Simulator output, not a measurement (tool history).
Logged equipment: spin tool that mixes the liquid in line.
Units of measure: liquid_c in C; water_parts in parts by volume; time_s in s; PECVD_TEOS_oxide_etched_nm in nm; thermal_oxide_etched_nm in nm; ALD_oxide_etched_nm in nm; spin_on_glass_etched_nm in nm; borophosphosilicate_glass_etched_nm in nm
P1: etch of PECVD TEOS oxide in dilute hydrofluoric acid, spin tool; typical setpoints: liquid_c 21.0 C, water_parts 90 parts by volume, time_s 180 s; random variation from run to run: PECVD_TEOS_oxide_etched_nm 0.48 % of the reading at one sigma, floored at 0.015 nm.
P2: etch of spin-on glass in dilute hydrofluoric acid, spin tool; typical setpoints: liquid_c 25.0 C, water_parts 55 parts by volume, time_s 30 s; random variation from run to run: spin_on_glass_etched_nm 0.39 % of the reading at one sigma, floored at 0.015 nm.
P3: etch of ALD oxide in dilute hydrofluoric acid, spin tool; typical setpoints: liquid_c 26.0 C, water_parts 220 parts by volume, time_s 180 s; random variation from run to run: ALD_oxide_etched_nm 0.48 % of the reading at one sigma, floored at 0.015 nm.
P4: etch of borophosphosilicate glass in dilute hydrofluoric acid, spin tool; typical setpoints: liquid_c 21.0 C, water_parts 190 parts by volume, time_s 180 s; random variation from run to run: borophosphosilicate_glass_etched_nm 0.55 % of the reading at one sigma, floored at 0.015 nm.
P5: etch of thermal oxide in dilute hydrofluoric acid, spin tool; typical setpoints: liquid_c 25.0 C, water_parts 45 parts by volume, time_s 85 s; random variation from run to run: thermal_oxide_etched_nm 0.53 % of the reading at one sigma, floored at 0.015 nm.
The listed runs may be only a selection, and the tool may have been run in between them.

| run | day | process | liquid_c | water_parts | time_s | PECVD_TEOS_oxide_etched_nm | thermal_oxide_etched_nm | ALD_oxide_etched_nm | spin_on_glass_etched_nm | borophosphosilicate_glass_etched_nm |
|---|---|---|---|---|---|---|---|---|---|---|
| 1 | 0.254 | P1 | 21.0 | 90 | 180 | 35.857 |  |  |  |  |
| 2 | 0.475 | P5 | 25.0 | 45 | 85 |  | 9.8984 |  |  |  |
| 3 | 0.738 | P1 | 28.0 | 90 | 90 | 23.727 |  |  |  |  |
| 4 | 0.892 | P5 | 33.0 | 45 | 85 |  | 13.5440 |  |  |  |
| 5 | 1.179 | P3 | 26.0 | 220 | 180 |  |  | 14.2200 |  |  |
| 6 | 1.438 | P1 | 21.0 | 150 | 180 | 20.239 |  |  |  |  |
| 7 | 1.575 | P1 | 21.0 | 90 | 180 | 35.913 |  |  |  |  |
| 8 | 1.821 | P3 | 30.5 | 220 | 180 |  |  | 16.3930 |  |  |
| 9 | 2.125 | P2 | 25.0 | 105 | 30 |  |  |  | 9.9326 |  |
| 10 | 2.404 | P1 | 21.0 | 90 | 55 | 11.032 |  |  |  |  |
| 11 | 2.617 | P2 | 25.0 | 55 | 30 |  |  |  | 20.2870 |  |
| 12 | 2.842 | P1 | 21.0 | 90 | 275 | 55.053 |  |  |  |  |
| 13 | 2.983 | P2 | 18.5 | 55 | 30 |  |  |  | 15.4310 |  |
| 14 | 3.171 | P4 | 21.0 | 190 | 180 |  |  |  |  | 29.160 |
| 15 | 3.362 | P4 | 17.0 | 190 | 180 |  |  |  |  | 24.878 |
| 16 | 3.662 | P4 | 21.0 | 65 | 180 |  |  |  |  | 97.750 |
| 17 | 3.888 | P5 | 25.0 | 45 | 85 |  | 9.8279 |  |  |  |
| 18 | 4.142 | P3 | 26.0 | 220 | 265 |  |  | 20.8940 |  |  |
| 19 | 4.329 | P1 | 17.0 | 90 | 315 | 53.326 |  |  |  |  |
| 20 | 4.612 | P2 | 25.0 | 55 | 50 |  |  |  | 33.7770 |  |
| 21 | 4.767 | P1 | 21.0 | 90 | 180 | 36.008 |  |  |  |  |
| 22 | 4.967 | P1 | 27.5 | 90 | 180 | 46.608 |  |  |  |  |
| 23 | 5.179 | P1 | 17.0 | 90 | 180 | 30.667 |  |  |  |  |
| 24 | 5.462 | P3 | 26.0 | 220 | 180 |  |  | 13.9920 |  |  |
| 25 | 5.625 | P1 | 21.0 | 90 | 180 | 36.222 |  |  |  |  |
| 26 | 5.817 | P3 | 26.0 | 385 | 180 |  |  | 6.8498 |  |  |
| 27 | 5.967 | P1 | 21.0 | 90 | 180 | 35.777 |  |  |  |  |
| 28 | 6.275 | P1 | 21.0 | 90 | 180 | 36.079 |  |  |  |  |
| 29 | 6.542 | P1 | 21.0 | 90 | 180 | 36.177 |  |  |  |  |
| 30 | 6.817 | P4 | 21.0 | 190 | 300 |  |  |  |  | 48.635 |
| 31 | 7.117 | P1 | 21.0 | 40 | 180 | 85.792 |  |  |  |  |
| 32 | 7.396 | P5 | 25.0 | 45 | 45 |  | 5.2560 |  |  |  |
| 33 | 7.700 | P1 | 17.0 | 90 | 310 | 52.150 |  |  |  |  |
| 34 | 7.875 | P5 | 25.0 | 75 | 85 |  | 5.7246 |  |  |  |
| 35 | 8.021 | P4 | 21.0 | 190 | 180 |  |  |  |  | 29.028 |
| 36 | 8.192 | P1 | 21.0 | 90 | 180 | 35.941 |  |  |  |  |
| 37 | 8.488 | P1 | 21.0 | 90 | 180 | 35.131 |  |  |  |  |

The next listed run, before its measurement:
| 38 | 8.758 | P1 | 21.0 | 90 | 180 | ? |  |  |  |  |

{"run 38": {"PECVD_TEOS_oxide_etched_nm": 34.449}}
